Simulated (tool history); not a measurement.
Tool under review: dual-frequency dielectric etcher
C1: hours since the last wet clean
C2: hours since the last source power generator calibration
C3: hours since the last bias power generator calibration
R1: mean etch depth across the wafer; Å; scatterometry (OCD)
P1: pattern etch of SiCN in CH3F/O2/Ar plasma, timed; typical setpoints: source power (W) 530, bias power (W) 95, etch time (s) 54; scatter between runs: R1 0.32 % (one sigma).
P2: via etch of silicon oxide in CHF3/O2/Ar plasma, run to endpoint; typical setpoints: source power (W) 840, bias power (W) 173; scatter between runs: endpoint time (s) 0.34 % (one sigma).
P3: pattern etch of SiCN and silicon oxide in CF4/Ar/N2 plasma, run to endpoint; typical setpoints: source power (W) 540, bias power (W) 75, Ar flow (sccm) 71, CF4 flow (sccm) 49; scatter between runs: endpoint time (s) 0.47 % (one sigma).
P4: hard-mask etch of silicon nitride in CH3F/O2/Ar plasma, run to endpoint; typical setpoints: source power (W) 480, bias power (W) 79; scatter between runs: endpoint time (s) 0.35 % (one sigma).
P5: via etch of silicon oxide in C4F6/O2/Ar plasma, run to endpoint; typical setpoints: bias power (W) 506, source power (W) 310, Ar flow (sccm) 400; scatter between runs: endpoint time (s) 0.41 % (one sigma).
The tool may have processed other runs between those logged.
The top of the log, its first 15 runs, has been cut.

{"run": 16, "hour": 191.3, "process that ran": "P1", "source power (W)": 530, "bias power (W)": 95, "etch time (s)": 54, "C1": 331.6, "C2": 1671.7, "C3": 1854.5, "R1": 249.66}
{"run": 17, "hour": 206.5, "process that ran": "P3", "source power (W)": 540, "bias power (W)": 48, "Ar flow (sccm)": 71, "CF4 flow (sccm)": 49, "C1": 346.8, "C2": 1686.9, "C3": 1869.7, "endpoint time (s)": 11.912}
{"run": 18, "hour": 222.7, "process that ran": "P1", "source power (W)": 530, "bias power (W)": 95, "etch time (s)": 71, "C1": 363, "C2": 1703.1, "C3": 1885.9, "R1": 329.14}
{"run": 19, "hour": 235.0, "process that ran": "P5", "source power (W)": 310, "bias power (W)": 396, "Ar flow (sccm)": 400, "C1": 375.3, "C2": 1715.4, "C3": 1898.2, "endpoint time (s)": 21.121}
{"run": 20, "hour": 249.7, "process that ran": "P5", "source power (W)": 310, "bias power (W)": 506, "Ar flow (sccm)": 400, "C1": 390, "C2": 1730.1, "C3": 1912.9, "endpoint time (s)": 19.177}
{"run": 21, "hour": 263.8, "process that ran": "P1", "source power (W)": 530, "bias power (W)": 95, "etch time (s)": 36, "C1": 404.1, "C2": 1744.2, "C3": 1927, "R1": 166.62}
{"run": 22, "hour": 274.7, "process that ran": "P1", "source power (W)": 530, "bias power (W)": 64, "etch time (s)": 54, "C1": 415, "C2": 1755.1, "C3": 1937.9, "R1": 218.11}
{"run": 23, "hour": 285.5, "process that ran": "P5", "source power (W)": 310, "bias power (W)": 506, "Ar flow (sccm)": 400, "C1": 425.8, "C2": 1765.9, "C3": 1948.7, "endpoint time (s)": 19.336}
{"run": 24, "hour": 302.0, "process that ran": "P1", "source power (W)": 530, "bias power (W)": 113, "etch time (s)": 77.5, "C1": 442.3, "C2": 1782.4, "C3": 1965.2, "R1": 383.58}
{"run": 25, "hour": 309.8, "process that ran": "P4", "source power (W)": 660, "bias power (W)": 79, "C1": 450.1, "C2": 1790.2, "C3": 1973, "endpoint time (s)": 56.089}
{"run": 26, "hour": 318.5, "process that ran": "P5", "source power (W)": 310, "bias power (W)": 506, "Ar flow (sccm)": 309, "C1": 458.8, "C2": 1798.9, "C3": 1981.7, "endpoint time (s)": 18.883}
{"run": 27, "hour": 329.0, "process that ran": "P1", "source power (W)": 530, "bias power (W)": 95, "etch time (s)": 54, "C1": 469.3, "C2": 1809.4, "C3": 1992.2, "R1": 248.93}
{"run": 28, "hour": 341.4, "process that ran": "P1", "source power (W)": 320, "bias power (W)": 95, "etch time (s)": 71.5, "C1": 481.7, "C2": 1821.8, "C3": 2004.6, "R1": 275.56}
{"run": 29, "hour": 359.3, "process that ran": "P1", "source power (W)": 340, "bias power (W)": 95, "etch time (s)": 54, "C1": 499.6, "C2": 1839.7, "C3": 2022.5, "R1": 212.19}
{"run": 30, "hour": 375.1, "process that ran": "P1", "source power (W)": 530, "bias power (W)": 95, "etch time (s)": 54, "C1": 515.4, "C2": 1855.5, "C3": 2038.3, "R1": 249.85}

Run 31 has not been measured yet. What should we expect?
{"run": 31, "hour": 389.4, "process that ran": "P5", "source power (W)": 400, "bias power (W)": 506, "Ar flow (sccm)": 400, "C1": 529.7, "C2": 1869.8, "C3": 2052.6, "endpoint time (s)": "?"}

endpoint time (s): 17.588
